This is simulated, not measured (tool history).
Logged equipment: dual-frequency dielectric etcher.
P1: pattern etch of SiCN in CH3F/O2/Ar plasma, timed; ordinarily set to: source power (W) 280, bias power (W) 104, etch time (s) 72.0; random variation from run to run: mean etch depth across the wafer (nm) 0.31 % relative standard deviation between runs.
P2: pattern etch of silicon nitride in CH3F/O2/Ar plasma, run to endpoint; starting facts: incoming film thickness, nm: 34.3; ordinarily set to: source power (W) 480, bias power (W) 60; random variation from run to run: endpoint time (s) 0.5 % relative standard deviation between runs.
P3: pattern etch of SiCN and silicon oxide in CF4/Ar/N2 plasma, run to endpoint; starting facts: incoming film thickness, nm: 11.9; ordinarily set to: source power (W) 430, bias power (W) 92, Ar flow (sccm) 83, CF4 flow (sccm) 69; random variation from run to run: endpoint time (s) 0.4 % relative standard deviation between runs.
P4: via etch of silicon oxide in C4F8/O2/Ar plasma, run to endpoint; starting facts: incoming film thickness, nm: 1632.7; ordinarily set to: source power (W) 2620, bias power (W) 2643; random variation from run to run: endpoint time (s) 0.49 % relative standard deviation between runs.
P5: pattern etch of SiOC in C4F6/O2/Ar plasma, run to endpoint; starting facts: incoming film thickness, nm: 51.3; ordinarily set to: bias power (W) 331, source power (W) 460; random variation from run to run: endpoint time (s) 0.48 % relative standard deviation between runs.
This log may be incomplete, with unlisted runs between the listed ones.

run,hour,process that ran,source power (W),bias power (W),etch time (s),Ar flow (sccm),CF4 flow (sccm),hours since the last wet clean,hours since the last source power generator calibration,hours since the last bias power generator calibration,mean etch depth across the wafer (nm),endpoint time (s)
1,6.7,P1,280,104,72.0,,,312.4,1404.7,1279.2,26.926,
2,12.7,P1,280,104,72.0,,,318.4,1410.7,1285.2,26.874,
3,19.1,P1,360,104,72.0,,,324.8,1417.1,1291.6,29.473,
4,22.7,P5,600,331,,,,328.4,1420.7,1295.2,,17.248
5,26.2,P1,280,104,72.0,,,331.9,1424.2,1298.7,26.876,
6,33.5,P1,280,146,72.0,,,339.2,1431.5,1306.0,30.614,
7,39.9,P3,430,92,,83,87,345.6,1437.9,1312.4,,11.903
8,46.5,P1,280,75,72.0,,,352.2,1444.5,1319.0,23.876,
9,51.4,P2,480,60,,,,357.1,1449.4,1323.9,,48.917
10,55.2,P3,430,92,,109,69,360.9,1453.2,1327.7,,12.689
11,61.8,P1,280,136,55.0,,,367.5,1459.8,1334.3,22.855,
# hour 66.4: bias power generator calibrated
12,68.8,P3,260,92,,83,69,374.5,1466.8,2.4,,19.023
13,74.5,P1,380,104,41.5,,,380.2,1472.5,8.1,17.309,
14,78.4,P4,2620,3237,,,,384.1,1476.4,12.0,,256.440
15,83.6,P1,280,104,52.5,,,389.3,1481.6,17.2,19.585,
16,89.9,P1,280,104,72.0,,,395.6,1487.9,23.5,26.948,
17,96.9,P3,430,116,,83,69,402.6,1494.9,30.5,,11.295
18,102.9,P1,190,104,72.0,,,408.6,1500.9,36.5,23.404,
19,106.2,P2,480,48,,,,411.9,1504.2,39.8,,52.112
20,113.4,P4,1530,2643,,,,419.1,1511.4,47.0,,339.740
21,117.3,P5,460,331,,,,423.0,1515.3,50.9,,18.875

Run 22, settings as shown, results not yet in. Your forecast:
22,122.2,P1,280,104,72.0,,,427.9,1520.2,55.8,?,

{"run 22": {"mean etch depth across the wafer (nm)": 26.923}}
